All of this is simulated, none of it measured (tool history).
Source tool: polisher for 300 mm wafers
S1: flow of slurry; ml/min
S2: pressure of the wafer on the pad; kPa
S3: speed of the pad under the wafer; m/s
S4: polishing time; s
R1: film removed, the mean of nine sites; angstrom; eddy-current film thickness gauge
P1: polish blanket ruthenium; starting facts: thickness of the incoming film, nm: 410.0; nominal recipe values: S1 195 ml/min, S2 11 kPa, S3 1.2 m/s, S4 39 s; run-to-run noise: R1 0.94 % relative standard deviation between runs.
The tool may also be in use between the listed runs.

run 1 hour=6.6 | S1=195 S2=11 S3=1.2 S4=39 | R1=431.2
run 2 hour=18.7 | S1=195 S2=11 S3=0.68 S4=39 | R1=245.36
run 3 hour=25.6 | S1=195 S2=11 S3=1.2 S4=57 | R1=635.64
run 4 hour=36.9 | S1=195 S2=11 S3=1.2 S4=39 | R1=432.57
run 5 hour=51.2 | S1=115 S2=11 S3=1.2 S4=39 | R1=403.79
-- hour=51.3 slurry nozzle cleaned
run 6 hour=61.4 | S1=195 S2=11 S3=1.2 S4=39 | R1=439.18
run 7 hour=72.9 | S1=295 S2=11 S3=1.2 S4=39 | R1=450.75
run 8 hour=82.6 | S1=195 S2=11 S3=1.2 S4=39 | R1=433.86
run 9 hour=94.9 | S1=195 S2=11 S3=1.2 S4=39 | R1=444.13
run 10 hour=106.7 | S1=195 S2=14.5 S3=1.82 S4=39 | R1=882.81
run 11 hour=116.6 | S1=195 S2=4.8 S3=1.2 S4=39 | R1=191.48
run 12 hour=129.4 | S1=195 S2=11 S3=1.2 S4=39 | R1=438.7
run 13 hour=136.9 | S1=195 S2=11 S3=1.2 S4=24 | R1=265.8
run 14 hour=143.7 | S1=195 S2=11 S3=1.2 S4=39 | R1=444.05
run 15 hour=150.3 | S1=195 S2=11 S3=1.62 S4=39 | R1=582.28
run 16 hour=161.3 | S1=195 S2=16.5 S3=1.2 S4=39 | R1=651.31
run 17 hour=175.8 | S1=195 S2=11 S3=1.2 S4=39 | R1=437.86
run 18 hour=184.7 | S1=195 S2=11 S3=1.2 S4=39 | R1=425.62
run 19 hour=192.8 | S1=195 S2=11 S3=1.2 S4=39 | R1=421.38
run 20 hour=203.8 | S1=195 S2=11 S3=1.2 S4=39 | R1=409.51
-- hour=207.2 head pressure recalibrated
run 21 hour=216.2 | S1=195 S2=11 S3=1.2 S4=39 | R1=412.66

Predict the results of run 22:
run 22 hour=224.9 | S1=195 S2=11 S3=1.2 S4=39 | R1=?

Run 22 measured R1 411.48 angstrom.

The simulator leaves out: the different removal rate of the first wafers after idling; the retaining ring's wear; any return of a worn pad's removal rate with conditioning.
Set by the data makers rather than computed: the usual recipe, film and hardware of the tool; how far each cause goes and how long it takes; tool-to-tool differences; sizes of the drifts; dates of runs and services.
